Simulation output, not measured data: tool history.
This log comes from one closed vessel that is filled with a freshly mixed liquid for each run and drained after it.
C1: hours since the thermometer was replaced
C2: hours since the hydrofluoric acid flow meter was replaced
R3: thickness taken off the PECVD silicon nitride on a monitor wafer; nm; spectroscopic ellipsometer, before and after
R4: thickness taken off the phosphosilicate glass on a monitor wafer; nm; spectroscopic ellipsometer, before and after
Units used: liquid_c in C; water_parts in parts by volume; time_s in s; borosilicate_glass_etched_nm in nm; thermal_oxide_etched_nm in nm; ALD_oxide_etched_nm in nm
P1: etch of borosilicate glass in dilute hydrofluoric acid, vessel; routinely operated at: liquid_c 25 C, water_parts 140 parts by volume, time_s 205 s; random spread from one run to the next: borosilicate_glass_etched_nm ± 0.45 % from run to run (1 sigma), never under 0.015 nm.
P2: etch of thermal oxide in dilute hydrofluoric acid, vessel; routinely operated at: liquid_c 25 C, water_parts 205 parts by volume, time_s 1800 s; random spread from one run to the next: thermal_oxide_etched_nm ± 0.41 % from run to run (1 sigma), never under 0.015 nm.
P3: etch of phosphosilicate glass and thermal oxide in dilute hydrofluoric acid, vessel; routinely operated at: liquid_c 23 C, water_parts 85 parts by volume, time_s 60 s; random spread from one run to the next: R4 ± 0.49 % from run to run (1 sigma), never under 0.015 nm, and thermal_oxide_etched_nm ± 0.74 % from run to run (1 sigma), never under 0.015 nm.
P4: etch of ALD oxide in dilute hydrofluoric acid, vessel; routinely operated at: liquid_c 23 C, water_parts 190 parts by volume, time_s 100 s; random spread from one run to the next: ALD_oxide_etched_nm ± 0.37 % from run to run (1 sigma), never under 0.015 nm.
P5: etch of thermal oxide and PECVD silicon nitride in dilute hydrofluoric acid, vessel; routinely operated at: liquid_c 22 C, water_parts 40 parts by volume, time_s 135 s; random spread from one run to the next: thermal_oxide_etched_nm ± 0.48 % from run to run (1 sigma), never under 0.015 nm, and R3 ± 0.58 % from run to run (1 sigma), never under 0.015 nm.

Run 1, day 0.558: process P1, liquid_c 25 C, water_parts 140 parts by volume, time_s 205 s; C1 314.7; C2 757.6. Result: borosilicate_glass_etched_nm 50.973 nm.
Run 2, day 0.988: process P5, liquid_c 22 C, water_parts 20 parts by volume, time_s 135 s; C1 325; C2 767.9. Result: thermal_oxide_etched_nm 33.598 nm, R3 12.941 nm.
Run 3, day 1.608: process P5, liquid_c 17 C, water_parts 40 parts by volume, time_s 135 s; C1 339.9; C2 782.8. Result: thermal_oxide_etched_nm 13.275 nm, R3 4.6907 nm.
Run 4, day 2: process P5, liquid_c 22 C, water_parts 40 parts by volume, time_s 135 s; C1 349.3; C2 792.2. Result: thermal_oxide_etched_nm 16.325 nm, R3 6.6818 nm.
Run 5, day 2.638: process P2, liquid_c 25 C, water_parts 205 parts by volume, time_s 1800 s; C1 364.6; C2 807.5. Result: thermal_oxide_etched_nm 38.771 nm.
Run 6, day 3.262: process P1, liquid_c 25 C, water_parts 25 parts by volume, time_s 205 s; C1 379.6; C2 822.5. Result: borosilicate_glass_etched_nm 332.58 nm.
Run 7, day 3.879: process P3, liquid_c 23 C, water_parts 85 parts by volume, time_s 60 s; C1 394.4; C2 837.3. Result: thermal_oxide_etched_nm 3.1781 nm, R4 108.56 nm.
Run 8, day 4.371: process P3, liquid_c 23 C, water_parts 85 parts by volume, time_s 30 s; C1 406.2; C2 849.1. Result: thermal_oxide_etched_nm 1.5849 nm, R4 54.548 nm.
Run 9, day 4.971: process P1, liquid_c 25 C, water_parts 140 parts by volume, time_s 205 s; C1 420.6; C2 863.5. Result: borosilicate_glass_etched_nm 50.975 nm.
Run 10, day 5.588: process P1, liquid_c 32 C, water_parts 140 parts by volume, time_s 205 s; C1 435.4; C2 878.3. Result: borosilicate_glass_etched_nm 66.508 nm.
Run 11, day 6.008: process P3, liquid_c 19 C, water_parts 85 parts by volume, time_s 60 s; C1 445.5; C2 888.4. Result: thermal_oxide_etched_nm 2.6918 nm, R4 92.233 nm.
Run 12, day 6.388: process P1, liquid_c 25 C, water_parts 140 parts by volume, time_s 380 s; C1 454.6; C2 897.5. Result: borosilicate_glass_etched_nm 94.532 nm.
Run 13, day 6.842: process P4, liquid_c 23 C, water_parts 190 parts by volume, time_s 100 s; C1 465.5; C2 908.4. Result: ALD_oxide_etched_nm 9.7756 nm.
Run 14, day 7.379: process P2, liquid_c 25 C, water_parts 365 parts by volume, time_s 1800 s; C1 478.4; C2 921.3. Result: thermal_oxide_etched_nm 18.341 nm.
At day 7.433: hydrofluoric acid flow meter replaced.
Run 15, day 7.858: process P4, liquid_c 17 C, water_parts 190 parts by volume, time_s 100 s; C1 489.9; C2 10.2. Result: ALD_oxide_etched_nm 7.8077 nm.
Run 16, day 8.217: process P5, liquid_c 22 C, water_parts 40 parts by volume, time_s 75 s; C1 498.5; C2 18.8. Result: thermal_oxide_etched_nm 9.1015 nm, R3 3.7276 nm.
Run 17, day 8.533: process P3, liquid_c 23 C, water_parts 85 parts by volume, time_s 60 s; C1 506.1; C2 26.4. Result: thermal_oxide_etched_nm 3.238 nm, R4 107.79 nm.
Run 18, day 9.158: process P1, liquid_c 19.5 C, water_parts 140 parts by volume, time_s 380 s; C1 521.1; C2 41.4. Result: borosilicate_glass_etched_nm 76.487 nm.
Run 19, day 9.796: process P3, liquid_c 23 C, water_parts 130 parts by volume, time_s 60 s; C1 536.4; C2 56.7. Result: thermal_oxide_etched_nm 1.9587 nm, R4 66.657 nm.
Run 20, day 10.354: process P4, liquid_c 23 C, water_parts 45 parts by volume, time_s 100 s; C1 549.8; C2 70.1. Result: ALD_oxide_etched_nm 49.265 nm.
Run 21, day 10.842: process P1, liquid_c 25 C, water_parts 140 parts by volume, time_s 205 s; C1 561.5; C2 81.8. Result: borosilicate_glass_etched_nm 51.469 nm.
Run 22, day 11.25: process P1, liquid_c 19 C, water_parts 140 parts by volume, time_s 205 s; C1 571.3; C2 91.6. Result: borosilicate_glass_etched_nm 40.225 nm.
Run 23, day 11.671: process P1, liquid_c 25 C, water_parts 205 parts by volume, time_s 205 s; C1 581.4; C2 101.7. Result: borosilicate_glass_etched_nm 32.404 nm.
Run 24, day 11.975: process P1, liquid_c 25 C, water_parts 140 parts by volume, time_s 205 s; C1 588.7; C2 109. Result: borosilicate_glass_etched_nm 51.196 nm.
Run 25, day 12.554: process P4, liquid_c 23 C, water_parts 190 parts by volume, time_s 165 s; C1 602.6; C2 122.9. Result: ALD_oxide_etched_nm 16.126 nm.
Run 26, day 13.046: process P1, liquid_c 25 C, water_parts 140 parts by volume, time_s 55 s; C1 614.4; C2 134.7. Result: borosilicate_glass_etched_nm 13.709 nm.
Run 27, day 13.612: process P2, liquid_c 33 C, water_parts 205 parts by volume, time_s 1800 s; C1 628; C2 148.3. Result: thermal_oxide_etched_nm 51.068 nm.
Run 28, day 14.275: process P2, liquid_c 25 C, water_parts 205 parts by volume, time_s 3500 s; C1 643.9; C2 164.2. Result: thermal_oxide_etched_nm 75.451 nm.
Run 29, day 14.667: process P1, liquid_c 25 C, water_parts 140 parts by volume, time_s 205 s; C1 653.3; C2 173.6. Result: borosilicate_glass_etched_nm 51.122 nm.
Run 30, day 15.246: process P1, liquid_c 25 C, water_parts 140 parts by volume, time_s 205 s; C1 667.2; C2 187.5. Result: borosilicate_glass_etched_nm 53.545 nm.
Run 31, day 15.929: process P1, liquid_c 25 C, water_parts 140 parts by volume, time_s 205 s; C1 683.6; C2 203.9. Result: borosilicate_glass_etched_nm 54.856 nm.
Run 32, day 16.371: process P1, liquid_c 25 C, water_parts 140 parts by volume, time_s 205 s; C1 694.2; C2 214.5. Result: borosilicate_glass_etched_nm 54.887 nm.
Run 33, day 16.996: process P1, liquid_c 25 C, water_parts 140 parts by volume, time_s 205 s; C1 709.2; C2 229.5. Result: borosilicate_glass_etched_nm 55.457 nm.
Run 34, day 17.442: process P1, liquid_c 25 C, water_parts 140 parts by volume, time_s 205 s; C1 719.9; C2 240.2. Result: borosilicate_glass_etched_nm 55.733 nm.
Run 35, day 18.054: process P1, liquid_c 25 C, water_parts 140 parts by volume, time_s 205 s; C1 734.6; C2 254.9. Result: borosilicate_glass_etched_nm 56.131 nm.
Run 36, day 18.5: process P1, liquid_c 25 C, water_parts 140 parts by volume, time_s 205 s; C1 745.3; C2 265.6. Result: borosilicate_glass_etched_nm 56.195 nm.

The log shows P1 creeping away from where it was. Any of the 2 causes listed here, at the size stated for it, fits the log just as well as the others:
A: hydrofluoric acid flow above the setpoint (%) = 8.26
B: liquid hotter than its thermometer reads (K) = 2.45
Creep in the process output first set in at about day 14.667.

4 check runs are offered, one wafer each, their results left as question marks. Which one tells the causes apart?
Run check 1, day 18.946: process P5, liquid_c 22 C, water_parts 40 parts by volume, time_s 135 s. Result: thermal_oxide_etched_nm ?, R3 ?.
Run check 2, day 18.946: process P4, liquid_c 23 C, water_parts 190 parts by volume, time_s 100 s. Result: ALD_oxide_etched_nm ?.
Run check 3, day 18.946: process P3, liquid_c 23 C, water_parts 85 parts by volume, time_s 60 s. Result: thermal_oxide_etched_nm ?, R4 ?.
Run check 4, day 18.946: process P2, liquid_c 25 C, water_parts 205 parts by volume, time_s 1800 s. Result: thermal_oxide_etched_nm ?.

What every check run would give for each of its results, assuming each possible cause in turn:
  check                   result    if A    if B
check 1  thermal_oxide_etched_nm  17.811  18.154
check 1                       R3   7.234  7.9152
check 2      ALD_oxide_etched_nm  10.809  10.766
check 3  thermal_oxide_etched_nm   3.491  3.5279
check 3                       R4  118.29  119.54
check 4  thermal_oxide_etched_nm  42.531  42.168
Gap, in per cent, between the two causes that each check separates least, read from the result that separates them most: check 1 9 %; check 2 0.4 %; check 3 1.05 %; check 4 0.86 %
Only check 1 tells the causes apart: in the others they would give nearly the same result.

With check 1 done, the readings were: thermal_oxide_etched_nm 17.779 nm; R3 7.2147 nm. Identify which of the listed causes applies.

A is the cause: hydrofluoric acid flow above the setpoint (%).

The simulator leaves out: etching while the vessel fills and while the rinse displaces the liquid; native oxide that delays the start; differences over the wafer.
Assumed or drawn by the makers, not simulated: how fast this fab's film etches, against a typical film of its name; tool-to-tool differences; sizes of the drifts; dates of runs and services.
